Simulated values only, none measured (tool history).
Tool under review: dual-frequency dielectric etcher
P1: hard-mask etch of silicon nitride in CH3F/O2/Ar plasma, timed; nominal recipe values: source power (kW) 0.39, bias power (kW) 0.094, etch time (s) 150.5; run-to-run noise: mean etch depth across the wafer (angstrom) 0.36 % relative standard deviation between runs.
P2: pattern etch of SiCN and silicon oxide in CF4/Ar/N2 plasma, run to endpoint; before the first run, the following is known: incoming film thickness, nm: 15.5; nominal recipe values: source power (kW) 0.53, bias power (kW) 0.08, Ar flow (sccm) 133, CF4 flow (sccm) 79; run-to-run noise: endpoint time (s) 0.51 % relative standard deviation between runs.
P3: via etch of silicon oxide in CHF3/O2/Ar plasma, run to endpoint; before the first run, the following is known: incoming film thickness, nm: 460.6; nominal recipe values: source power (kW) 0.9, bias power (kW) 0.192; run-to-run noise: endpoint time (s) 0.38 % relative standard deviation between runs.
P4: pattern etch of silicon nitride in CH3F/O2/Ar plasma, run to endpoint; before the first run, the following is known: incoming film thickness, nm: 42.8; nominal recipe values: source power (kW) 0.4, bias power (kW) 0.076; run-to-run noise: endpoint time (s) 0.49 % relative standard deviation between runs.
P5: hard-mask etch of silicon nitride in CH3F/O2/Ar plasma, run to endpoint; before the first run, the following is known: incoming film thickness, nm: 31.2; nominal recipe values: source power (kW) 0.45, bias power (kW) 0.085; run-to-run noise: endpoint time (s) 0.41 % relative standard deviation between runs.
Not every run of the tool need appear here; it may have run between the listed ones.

| run | day | process that ran | source power (kW) | bias power (kW) | etch time (s) | Ar flow (sccm) | CF4 flow (sccm) | mean etch depth across the wafer (angstrom) | endpoint time (s) |
|---|---|---|---|---|---|---|---|---|---|
| 1 | 0.262 | P1 | 0.39 | 0.094 | 150.5 |  |  | 1163.6 |  |
| 2 | 0.512 | P2 | 0.53 | 0.08 |  | 133 | 53 |  | 16.492 |
| 3 | 0.788 | P1 | 0.39 | 0.094 | 150.5 |  |  | 1165.4 |  |
| 4 | 0.95 | P4 | 0.4 | 0.105 |  |  |  |  | 54.863 |
| 5 | 1.217 | P1 | 0.3 | 0.094 | 150.5 |  |  | 1060.3 |  |
| 6 | 1.371 | P3 | 0.9 | 0.112 |  |  |  |  | 232.28 |
| 7 | 1.658 | P1 | 0.39 | 0.094 | 150.5 |  |  | 1164 |  |
| 8 | 1.879 | P4 | 0.28 | 0.076 |  |  |  |  | 69.942 |
| 9 | 2.1 | P2 | 0.42 | 0.08 |  | 133 | 79 |  | 18.929 |
| 10 | 2.262 | P1 | 0.39 | 0.094 | 224 |  |  | 1722.5 |  |
| 11 | 2.529 | P2 | 0.53 | 0.08 |  | 133 | 79 |  | 15.549 |
| 12 | 2.692 | P4 | 0.4 | 0.076 |  |  |  |  | 60.962 |
| 13 | 2.967 | P1 | 0.39 | 0.094 | 150.5 |  |  | 1160.8 |  |
| 14 | 3.225 | P5 | 0.45 | 0.085 |  |  |  |  | 41.227 |
| 15 | 3.392 | P5 | 0.45 | 0.085 |  |  |  |  | 41.396 |
| 16 | 3.562 | P2 | 0.53 | 0.08 |  | 133 | 79 |  | 15.475 |
| 17 | 3.833 | P3 | 0.9 | 0.192 |  |  |  |  | 196.69 |
| 18 | 4.117 | P1 | 0.51 | 0.094 | 121.5 |  |  | 1039.9 |  |
| 19 | 4.354 | P1 | 0.39 | 0.094 | 150.5 |  |  | 1166.8 |  |
| 20 | 4.504 | P1 | 0.39 | 0.094 | 150.5 |  |  | 1156.3 |  |
| 21 | 4.792 | P5 | 0.45 | 0.12 |  |  |  |  | 36.356 |

Predict the results of run 22:
| 22 | 4.971 | P1 | 0.39 | 0.094 | 86 |  |  | ? |  |

Run 22 gave mean etch depth across the wafer (angstrom) 670.59.
